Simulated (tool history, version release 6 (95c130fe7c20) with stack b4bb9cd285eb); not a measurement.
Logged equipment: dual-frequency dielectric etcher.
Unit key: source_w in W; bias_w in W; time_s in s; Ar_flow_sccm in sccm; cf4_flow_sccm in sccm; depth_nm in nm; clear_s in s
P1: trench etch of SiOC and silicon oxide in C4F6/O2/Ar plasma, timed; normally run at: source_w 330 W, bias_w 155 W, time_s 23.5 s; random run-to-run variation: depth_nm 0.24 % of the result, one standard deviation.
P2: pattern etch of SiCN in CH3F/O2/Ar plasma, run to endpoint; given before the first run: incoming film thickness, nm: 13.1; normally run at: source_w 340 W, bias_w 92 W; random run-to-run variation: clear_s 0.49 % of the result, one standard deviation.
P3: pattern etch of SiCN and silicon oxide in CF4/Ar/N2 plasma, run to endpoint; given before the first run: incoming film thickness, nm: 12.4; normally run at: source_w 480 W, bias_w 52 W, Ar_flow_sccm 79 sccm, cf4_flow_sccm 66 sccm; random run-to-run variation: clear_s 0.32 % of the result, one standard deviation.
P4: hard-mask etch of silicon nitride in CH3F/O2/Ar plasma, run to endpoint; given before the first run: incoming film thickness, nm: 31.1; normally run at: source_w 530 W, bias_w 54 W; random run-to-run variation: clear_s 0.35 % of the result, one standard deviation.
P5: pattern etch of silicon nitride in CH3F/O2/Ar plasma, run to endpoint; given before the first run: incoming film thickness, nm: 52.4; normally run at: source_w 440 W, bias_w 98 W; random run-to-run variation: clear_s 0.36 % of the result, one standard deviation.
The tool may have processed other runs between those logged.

run     day  process  source_w  bias_w  time_s  Ar_flow_sccm  cf4_flow_sccm  hours since the last wet clean  hours since the last source power generator calibration  hours since the last bias power generator calibration  depth_nm  clear_s
  1   0.321       P1       330     155    23.5                                                         98.6                                                   1146.8                                                  593.8    40.561
  2   0.621       P1       330     104    23.5                                                        105.8                                                   1154.0                                                  601.0    36.120
  3   0.992       P4       530      54                                                                114.7                                                   1162.9                                                  609.9             44.175
  4   1.288       P1       330     155    23.5                                                        121.8                                                   1170.0                                                  617.0    40.585
  5   1.754       P2       340     129                                                                133.0                                                   1181.2                                                  628.2             30.024
  6   2.071       P3       480      52                    79             83                           140.6                                                   1188.8                                                  635.8             14.652
  7   2.354       P3       480      52                    48             66                           147.4                                                   1195.6                                                  642.6             14.106
  8   2.783       P4       730      54                                                                157.7                                                   1205.9                                                  652.9             39.219
  9   3.146       P5       440      98                                                                166.4                                                   1214.6                                                  661.6             64.095
 10   3.462       P1       330     212    23.5                                                        174.0                                                   1222.2                                                  669.2    44.956
 11   3.921       P3       480      30                    79             66                           185.0                                                   1233.2                                                  680.2             17.719
 12   4.229       P3       480      52                    79             66                           192.4                                                   1240.6                                                  687.6             15.298
 13   4.529       P2       430      92                                                                199.6                                                   1247.8                                                  694.8             31.813
 14   4.858       P3       280      52                    79             66                           207.5                                                   1255.7                                                  702.7             24.502
 15   5.146       P1       330     155    32.5                                                        214.4                                                   1262.6                                                  709.6    56.220
 16   5.421       P1       330     155    13.0                                                        221.0                                                   1269.2                                                  716.2    22.474
 17   5.829       P5       560      98                                                                230.8                                                   1279.0                                                  726.0             58.289
 18   6.171       P4       530      31                                                                239.0                                                   1287.2                                                  734.2             51.637
 19   6.546       P1       330     155    23.5                                                        248.0                                                   1296.2                                                  743.2    40.537
 20   6.792       P2       340      92                                                                253.9                                                   1302.1                                                  749.1             34.493
 21   7.258       P1       260     155    23.5                                                        265.1                                                   1313.3                                                  760.3    36.950
 22   7.471       P3       480      52                    79             66                           270.2                                                   1318.4                                                  765.4             15.205
 23   7.946       P1       220     198    23.5                                                        281.6                                                   1329.8                                                  776.8    37.604
 24   8.208       P1       410     155    23.5                                                        287.9                                                   1336.1                                                  783.1    44.390
 25   8.646       P1       330     155    23.5                                                        298.4                                                   1346.6                                                  793.6    40.657
 26   9.125       P5       440      62                                                                309.9                                                   1358.1                                                  805.1             74.138
 27   9.600       P1       330     155    23.5                                                        321.3                                                   1369.5                                                  816.5    40.854
 28   9.908       P1       330     155    23.5                                                        328.7                                                   1376.9                                                  823.9    40.537
 29  10.125       P1       330     155    23.5                                                        333.9                                                   1382.1                                                  829.1    40.154
 30  10.442       P1       330     155    23.5                                                        341.5                                                   1389.7                                                  836.7    40.159
 31  10.854       P1       330     155    23.5                                                        351.4                                                   1399.6                                                  846.6    40.308
 32  11.121       P1       330     155    23.5                                                        357.8                                                   1406.0                                                  853.0    39.919
     11.325  -- wet clean of the chamber
 33  11.562       P1       330     155    23.5                                                          5.8                                                   1416.6                                                  863.6    40.056
 34  11.942       P1       330     155    23.5                                                         14.9                                                   1425.7                                                  872.7    40.013
 35  12.183       P1       330     155    23.5                                                         20.7                                                   1431.5                                                  878.5    40.019

Something has made what P1 gives creep away from where it was; the 2 causes below, each at its own stated size, fit the log equally well:
A: source power that arrives under what is set, % = 3.66
B: bias power that arrives under what is set, % = 4.61
The creep began at about day 9.600.
Why every other cause is out:
chamber walls in a state that lowers the etch rate, %: was serviced at day 11.325, once the creep was under way, yet the earlier output never came back

4 check runs are offered, each on 2 wafers whose results are averaged, their results left as question marks. Which one tells the causes apart?
check 1  12.425       P3       480      32                    79             66                                                                                                                                                                  ?
check 2  12.425       P5       540      98                                                                                                                                                                                                       ?
check 3  12.425       P4       720      37                                                                                                                                                                                                       ?
check 4  12.425       P2       340     129                                                                                                                                                                                                       ?

Check results expected under each cause:
  check   result    if A    if B
check 1  clear_s  18.024  17.638
check 2  clear_s  60.006  60.177
check 3  clear_s  44.292  44.175
check 4  clear_s  30.593  30.750
Smallest distance between any two causes, each pair judged by its most separating result, in per cent: check 1 2.17 %; check 2 0.29 %; check 3 0.26 %; check 4 0.51 %
Only in check 1 would the causes give clearly different results; in the remaining checks their results would be nearly the same.

After running check 1, the following was obtained: clear_s 17.634 s. Which cause does this point to?

Of the candidate causes, it is B: bias power that arrives under what is set, %.
